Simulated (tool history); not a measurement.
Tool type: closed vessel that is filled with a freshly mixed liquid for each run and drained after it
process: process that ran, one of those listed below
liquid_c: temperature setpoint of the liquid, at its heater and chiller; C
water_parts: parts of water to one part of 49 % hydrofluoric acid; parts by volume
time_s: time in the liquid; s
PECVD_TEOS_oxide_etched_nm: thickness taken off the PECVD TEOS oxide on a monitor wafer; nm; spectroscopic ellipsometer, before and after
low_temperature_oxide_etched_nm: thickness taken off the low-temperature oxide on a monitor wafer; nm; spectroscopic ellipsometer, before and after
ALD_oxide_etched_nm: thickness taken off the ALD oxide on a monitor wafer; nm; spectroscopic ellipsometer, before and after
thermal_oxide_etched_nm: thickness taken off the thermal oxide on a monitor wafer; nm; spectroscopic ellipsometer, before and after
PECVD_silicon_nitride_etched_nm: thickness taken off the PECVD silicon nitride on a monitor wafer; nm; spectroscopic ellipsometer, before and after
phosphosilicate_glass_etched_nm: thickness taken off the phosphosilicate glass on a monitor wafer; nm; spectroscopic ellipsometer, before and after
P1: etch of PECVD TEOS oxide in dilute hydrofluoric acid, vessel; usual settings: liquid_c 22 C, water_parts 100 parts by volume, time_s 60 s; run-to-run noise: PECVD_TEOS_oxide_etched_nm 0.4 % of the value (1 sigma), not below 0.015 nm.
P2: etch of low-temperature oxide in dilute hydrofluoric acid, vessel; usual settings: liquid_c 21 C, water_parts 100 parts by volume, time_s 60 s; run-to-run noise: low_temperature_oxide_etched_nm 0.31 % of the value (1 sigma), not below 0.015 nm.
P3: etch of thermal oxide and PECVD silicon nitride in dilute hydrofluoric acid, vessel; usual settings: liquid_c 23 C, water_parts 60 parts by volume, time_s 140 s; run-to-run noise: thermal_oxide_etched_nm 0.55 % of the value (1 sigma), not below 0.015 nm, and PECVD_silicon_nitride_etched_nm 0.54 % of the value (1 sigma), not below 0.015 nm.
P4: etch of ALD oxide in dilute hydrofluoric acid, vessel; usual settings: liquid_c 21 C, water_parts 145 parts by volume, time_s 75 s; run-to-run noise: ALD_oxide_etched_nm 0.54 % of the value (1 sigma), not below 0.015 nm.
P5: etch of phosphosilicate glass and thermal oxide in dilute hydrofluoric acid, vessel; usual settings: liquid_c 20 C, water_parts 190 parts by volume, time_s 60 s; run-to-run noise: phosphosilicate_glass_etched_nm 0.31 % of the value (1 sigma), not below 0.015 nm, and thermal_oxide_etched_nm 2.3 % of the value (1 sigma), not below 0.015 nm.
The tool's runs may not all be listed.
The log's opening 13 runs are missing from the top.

| run | hour | process | liquid_c | water_parts | time_s | PECVD_TEOS_oxide_etched_nm | low_temperature_oxide_etched_nm | ALD_oxide_etched_nm | thermal_oxide_etched_nm | PECVD_silicon_nitride_etched_nm | phosphosilicate_glass_etched_nm |
|---|---|---|---|---|---|---|---|---|---|---|---|
|  | 72 | hydrofluoric acid flow meter replaced |
| 14 | 79.5 | P2 | 21 | 180 | 60 |  | 6.4964 |  |  |  |  |
| 15 | 85.5 | P3 | 23 | 60 | 60 |  |  |  | 4.4204 | 1.7049 |  |
| 16 | 90.2 | P1 | 17 | 100 | 60 | 5.2474 |  |  |  |  |  |
| 17 | 95.9 | P5 | 20 | 190 | 60 |  |  |  | 1.2159 |  | 43.611 |
| 18 | 101.8 | P2 | 21 | 100 | 60 |  | 12.724 |  |  |  |  |
| 19 | 105.7 | P1 | 22 | 100 | 60 | 6.4064 |  |  |  |  |  |
| 20 | 112.6 | P5 | 27 | 190 | 60 |  |  |  | 1.5183 |  | 56.399 |
| 21 | 117.4 | P1 | 22 | 180 | 60 | 3.2615 |  |  |  |  |  |
| 22 | 122.6 | P1 | 22 | 100 | 30 | 3.2439 |  |  |  |  |  |
| 23 | 126.9 | P4 | 21 | 145 | 75 |  |  | 14.275 |  |  |  |
| 24 | 130.5 | P1 | 22 | 100 | 60 | 6.3696 |  |  |  |  |  |
| 25 | 135.2 | P3 | 23 | 60 | 140 |  |  |  | 10.244 | 3.9826 |  |

Estimate the outcome of run 26 from the log above:
| 26 | 142.7 | P4 | 21 | 80 | 75 |  |  | ? |  |  |  |

{"run 26": {"ALD_oxide_etched_nm": 27.832}}

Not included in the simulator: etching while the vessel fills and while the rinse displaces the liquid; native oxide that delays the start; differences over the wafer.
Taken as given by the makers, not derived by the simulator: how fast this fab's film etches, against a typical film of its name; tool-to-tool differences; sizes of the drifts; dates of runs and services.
